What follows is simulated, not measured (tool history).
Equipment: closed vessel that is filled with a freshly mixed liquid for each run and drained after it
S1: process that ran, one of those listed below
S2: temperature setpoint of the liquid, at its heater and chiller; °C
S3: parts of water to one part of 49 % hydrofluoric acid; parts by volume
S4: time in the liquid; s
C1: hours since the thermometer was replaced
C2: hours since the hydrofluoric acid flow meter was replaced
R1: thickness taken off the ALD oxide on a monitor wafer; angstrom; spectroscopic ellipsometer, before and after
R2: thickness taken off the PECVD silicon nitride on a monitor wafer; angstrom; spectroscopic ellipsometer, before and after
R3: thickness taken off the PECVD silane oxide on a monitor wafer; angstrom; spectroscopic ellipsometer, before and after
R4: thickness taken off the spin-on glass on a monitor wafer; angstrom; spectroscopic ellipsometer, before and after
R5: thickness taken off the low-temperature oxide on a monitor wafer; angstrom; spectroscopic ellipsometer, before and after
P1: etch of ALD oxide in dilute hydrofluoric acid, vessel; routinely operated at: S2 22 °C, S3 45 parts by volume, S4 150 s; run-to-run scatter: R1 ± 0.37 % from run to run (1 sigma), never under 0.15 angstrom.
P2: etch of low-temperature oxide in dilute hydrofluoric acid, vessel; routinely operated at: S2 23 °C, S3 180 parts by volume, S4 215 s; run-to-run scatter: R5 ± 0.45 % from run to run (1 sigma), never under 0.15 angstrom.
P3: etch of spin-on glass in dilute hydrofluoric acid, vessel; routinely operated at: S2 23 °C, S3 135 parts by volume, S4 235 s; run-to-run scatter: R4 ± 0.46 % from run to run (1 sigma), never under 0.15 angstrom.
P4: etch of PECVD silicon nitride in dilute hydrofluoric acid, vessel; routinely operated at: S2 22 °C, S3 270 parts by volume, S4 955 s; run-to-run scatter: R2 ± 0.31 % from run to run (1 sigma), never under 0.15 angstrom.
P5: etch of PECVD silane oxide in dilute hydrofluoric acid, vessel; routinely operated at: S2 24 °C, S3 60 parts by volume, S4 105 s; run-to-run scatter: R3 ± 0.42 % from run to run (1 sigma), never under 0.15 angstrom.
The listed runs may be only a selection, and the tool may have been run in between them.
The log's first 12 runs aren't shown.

| run | hour | S1 | S2 | S3 | S4 | C1 | C2 | R1 | R2 | R3 | R4 | R5 |
|---|---|---|---|---|---|---|---|---|---|---|---|---|
| 13 | 131.2 | P1 | 22 | 45 | 150 | 1624.5 | 648 | 319.6 |  |  |  |  |
| 14 | 141.7 | P2 | 23 | 180 | 370 | 1635 | 658.5 |  |  |  |  | 292.8 |
| 15 | 154.4 | P2 | 23 | 180 | 215 | 1647.7 | 671.2 |  |  |  |  | 171.76 |
| 16 | 165.6 | P1 | 27.5 | 45 | 150 | 1658.9 | 682.4 | 398.71 |  |  |  |  |
| 17 | 173.5 | P2 | 23 | 75 | 215 | 1666.8 | 690.3 |  |  |  |  | 464.27 |
| 18 | 184.2 | P1 | 22 | 45 | 225 | 1677.5 | 701 | 476.34 |  |  |  |  |
| 19 | 196.7 | P3 | 23 | 215 | 235 | 1690 | 713.5 |  |  |  | 232.17 |  |
| 20 | 207.1 | P1 | 17 | 45 | 45 | 1700.4 | 723.9 | 77.596 |  |  |  |  |
| 21 | 214.3 | P1 | 22 | 45 | 150 | 1707.6 | 731.1 | 319.98 |  |  |  |  |
| 22 | 225.5 | P1 | 18 | 30 | 150 | 1718.8 | 742.3 | 410.61 |  |  |  |  |
| 23 | 232.2 | P1 | 22 | 45 | 150 | 1725.5 | 749 | 317.77 |  |  |  |  |
| 24 | 244.6 | P3 | 17.5 | 135 | 235 | 1737.9 | 761.4 |  |  |  | 323.71 |  |
| 25 | 253 | P1 | 22 | 45 | 30 | 1746.3 | 769.8 | 64.183 |  |  |  |  |
| 26 | 264.1 | P4 | 22 | 445 | 955 | 1757.4 | 780.9 |  | 109.82 |  |  |  |

Forecast run 27:
|  | 272.3 | hydrofluoric acid flow meter replaced |
| 27 | 275.9 | P1 | 17.5 | 45 | 150 | 1769.2 | 3.6 | ? |  |  |  |  |

R1: 262.91 angstrom

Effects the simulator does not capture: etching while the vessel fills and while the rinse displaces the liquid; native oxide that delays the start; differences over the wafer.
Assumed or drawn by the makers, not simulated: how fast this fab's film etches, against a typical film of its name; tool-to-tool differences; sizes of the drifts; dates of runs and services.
